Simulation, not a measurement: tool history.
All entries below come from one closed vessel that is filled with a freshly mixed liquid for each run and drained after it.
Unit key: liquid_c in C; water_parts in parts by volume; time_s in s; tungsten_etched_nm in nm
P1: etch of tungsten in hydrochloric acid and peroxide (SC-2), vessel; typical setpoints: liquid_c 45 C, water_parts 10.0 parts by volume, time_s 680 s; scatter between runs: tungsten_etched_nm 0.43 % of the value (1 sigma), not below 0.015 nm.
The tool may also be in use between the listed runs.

| run | day | liquid_c | water_parts | time_s | hours since the thermometer was replaced | hours since the chemicals flow meter was replaced | hours since the drum of peroxide was connected | tungsten_etched_nm |
|---|---|---|---|---|---|---|---|---|
| 1 | 0.408 | 45 | 10.0 | 680 | 234.8 | 1074.9 | 302.0 | 57.1060 |
| 2 | 0.838 | 45 | 10.0 | 680 | 245.1 | 1085.2 | 312.3 | 56.9960 |
| 3 | 1.292 | 61 | 10.0 | 680 | 256.0 | 1096.1 | 323.2 | 163.2700 |
|  | 1.633 | new drum of peroxide connected |
| 4 | 1.783 | 45 | 10.0 | 680 | 267.8 | 1107.9 | 3.7 | 57.4380 |
| 5 | 2.300 | 45 | 4.0 | 680 | 280.2 | 1120.3 | 16.1 | 113.5000 |
| 6 | 2.921 | 36 | 10.0 | 210 | 295.1 | 1135.2 | 31.0 | 9.3182 |
| 7 | 3.321 | 45 | 13.5 | 680 | 304.7 | 1144.8 | 40.6 | 44.0250 |
| 8 | 3.871 | 45 | 4.0 | 380 | 317.9 | 1158.0 | 53.8 | 64.0290 |
| 9 | 4.429 | 45 | 10.0 | 680 | 331.3 | 1171.4 | 67.2 | 57.0740 |
| 10 | 4.767 | 45 | 10.0 | 70 | 339.4 | 1179.5 | 75.3 | 5.8548 |
| 11 | 5.167 | 45 | 10.0 | 680 | 349.0 | 1189.1 | 84.9 | 57.0730 |
| 12 | 5.721 | 45 | 10.0 | 1310 | 362.3 | 1202.4 | 98.2 | 110.1400 |
| 13 | 6.338 | 35 | 10.0 | 680 | 377.1 | 1217.2 | 113.0 | 28.0330 |
| 14 | 6.708 | 36 | 10.0 | 1120 | 386.0 | 1226.1 | 121.9 | 49.5470 |
| 15 | 7.338 | 45 | 10.0 | 680 | 401.1 | 1241.2 | 137.0 | 57.1030 |
| 16 | 7.854 | 45 | 10.0 | 680 | 413.5 | 1253.6 | 149.4 | 55.3720 |
| 17 | 8.225 | 45 | 10.0 | 680 | 422.4 | 1262.5 | 158.3 | 53.9740 |
| 18 | 8.671 | 45 | 10.0 | 680 | 433.1 | 1273.2 | 169.0 | 53.1120 |
| 19 | 9.225 | 45 | 10.0 | 680 | 446.4 | 1286.5 | 182.3 | 52.4750 |
|  | 9.267 | new drum of peroxide connected |
| 20 | 9.579 | 45 | 10.0 | 680 | 454.9 | 1295.0 | 7.6 | 52.1470 |
| 21 | 10.204 | 45 | 10.0 | 680 | 469.9 | 1310.0 | 22.6 | 52.0880 |
| 22 | 10.808 | 45 | 10.0 | 680 | 484.4 | 1324.5 | 37.1 | 51.7560 |
| 23 | 11.121 | 45 | 10.0 | 680 | 491.9 | 1332.0 | 44.6 | 52.0020 |
| 24 | 11.717 | 45 | 10.0 | 680 | 506.2 | 1346.3 | 58.9 | 52.0710 |
| 25 | 12.025 | 45 | 10.0 | 680 | 513.6 | 1353.7 | 66.3 | 51.9570 |

The output of P1 has drifted from where it used to be. Each of the 2 causes below, taken at the size shown beside it, accounts for the log equally well:
A: liquid colder than its thermometer reads (K) = 1.44
B: chemicals flow below the setpoint (%) = 11.1
The onset of the drift is placed at about day 7.338.
Other possible causes, and why each is ruled out:
peroxide weaker than its label (%): maintenance at day 9.267, after the shift began, did not return the process to its former output

Which of the 4 check runs listed below, each an average over 2 wafers with its results shown as question marks, gives clearly different results under the different listed causes?
| check 1 | 12.333 | 45.0 | 10.0 | 80 |  |  |  | ? |
| check 2 | 12.333 | 37.5 | 10.0 | 1170 |  |  |  | ? |
| check 3 | 12.333 | 35.0 | 4.5 | 680 |  |  |  | ? |
| check 4 | 12.333 | 57.0 | 10.0 | 1150 |  |  |  | ? |

What each check would give under each cause:
| check | result | if A | if B |
|---|---|---|---|
| check 1 | tungsten_etched_nm | 6.0820 | 6.0850 |
| check 2 | tungsten_etched_nm | 52.1870 | 52.4670 |
| check 3 | tungsten_etched_nm | 46.6060 | 47.6980 |
| check 4 | tungsten_etched_nm | 195.0800 | 193.7900 |
Separation of the two closest causes in each check, using whichever result separates them best: check 1 0.05 %; check 2 0.54 %; check 3 2.32 %; check 4 0.66 %
Of the check runs offered, only check 3 discriminates between the causes; the rest would read about the same regardless of which cause applies.

Then check 3 was run and gave: tungsten_etched_nm 46.4560 nm. Which cause is it?

It was cause A: liquid colder than its thermometer reads (K).
